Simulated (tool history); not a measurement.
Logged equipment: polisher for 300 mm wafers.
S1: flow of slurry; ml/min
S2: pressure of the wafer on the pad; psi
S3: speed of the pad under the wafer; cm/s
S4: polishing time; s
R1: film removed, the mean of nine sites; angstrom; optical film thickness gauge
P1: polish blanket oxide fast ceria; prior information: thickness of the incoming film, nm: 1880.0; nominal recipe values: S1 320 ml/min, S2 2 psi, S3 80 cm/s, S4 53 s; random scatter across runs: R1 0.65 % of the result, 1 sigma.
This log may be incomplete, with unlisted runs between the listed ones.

{"run": 1, "hour": 13.8, "S1": 320, "S2": 2, "S3": 80, "S4": 53, "R1": 5583.7}
{"run": 2, "hour": 24.9, "S1": 320, "S2": 2, "S3": 122, "S4": 53, "R1": 8456.5}
{"run": 3, "hour": 35.2, "S1": 320, "S2": 2, "S3": 80, "S4": 53, "R1": 5483.4}
{"run": 4, "hour": 44.7, "S1": 405, "S2": 2, "S3": 80, "S4": 53, "R1": 5653.7}
{"run": 5, "hour": 56.9, "S1": 320, "S2": 2.7, "S3": 80, "S4": 53, "R1": 7598}
{"run": 6, "hour": 68.1, "S1": 320, "S2": 2, "S3": 80, "S4": 53, "R1": 5562.6}
{"run": 7, "hour": 79.2, "S1": 320, "S2": 2.9, "S3": 80, "S4": 76, "R1": 11642}
{"run": 8, "hour": 88.0, "S1": 320, "S2": 2, "S3": 80, "S4": 33, "R1": 3488.2}
{"run": 9, "hour": 104.1, "S1": 320, "S2": 0.9, "S3": 80, "S4": 53, "R1": 2507.9}
{"run": 10, "hour": 118.8, "S1": 320, "S2": 2, "S3": 80, "S4": 53, "R1": 5584.8}
{"run": 11, "hour": 130.8, "S1": 320, "S2": 2, "S3": 48, "S4": 53, "R1": 3319.8}
{"run": 12, "hour": 140.9, "S1": 190, "S2": 2, "S3": 80, "S4": 53, "R1": 5290.9}
{"run": 13, "hour": 158.1, "S1": 190, "S2": 2, "S3": 80, "S4": 66, "R1": 6577.3}
{"run": 14, "hour": 175.2, "S1": 320, "S2": 2, "S3": 80, "S4": 53, "R1": 5604.2}
{"run": 15, "hour": 190.7, "S1": 320, "S2": 2, "S3": 80, "S4": 74, "R1": 7772.4}
{"run": 16, "hour": 203.7, "S1": 320, "S2": 2, "S3": 80, "S4": 53, "R1": 5614.9}
{"run": 17, "hour": 219.0, "S1": 320, "S2": 2, "S3": 80, "S4": 53, "R1": 5487.7}
{"run": 18, "hour": 229.2, "S1": 320, "S2": 2, "S3": 80, "S4": 53, "R1": 5404.4}
{"run": 19, "hour": 245.9, "S1": 320, "S2": 2, "S3": 80, "S4": 53, "R1": 5343.9}
{"run": 20, "hour": 263.9, "S1": 320, "S2": 2, "S3": 80, "S4": 53, "R1": 5318.8}
{"hour": 277.9, "done": "head pressure recalibrated"}
{"run": 21, "hour": 278.2, "S1": 320, "S2": 2, "S3": 80, "S4": 53, "R1": 5339.8}

What will run 22 give?
{"run": 22, "hour": 295.0, "S1": 320, "S2": 2, "S3": 80, "S4": 53, "R1": "?"}

Run 22 produced R1 5309.5 angstrom.
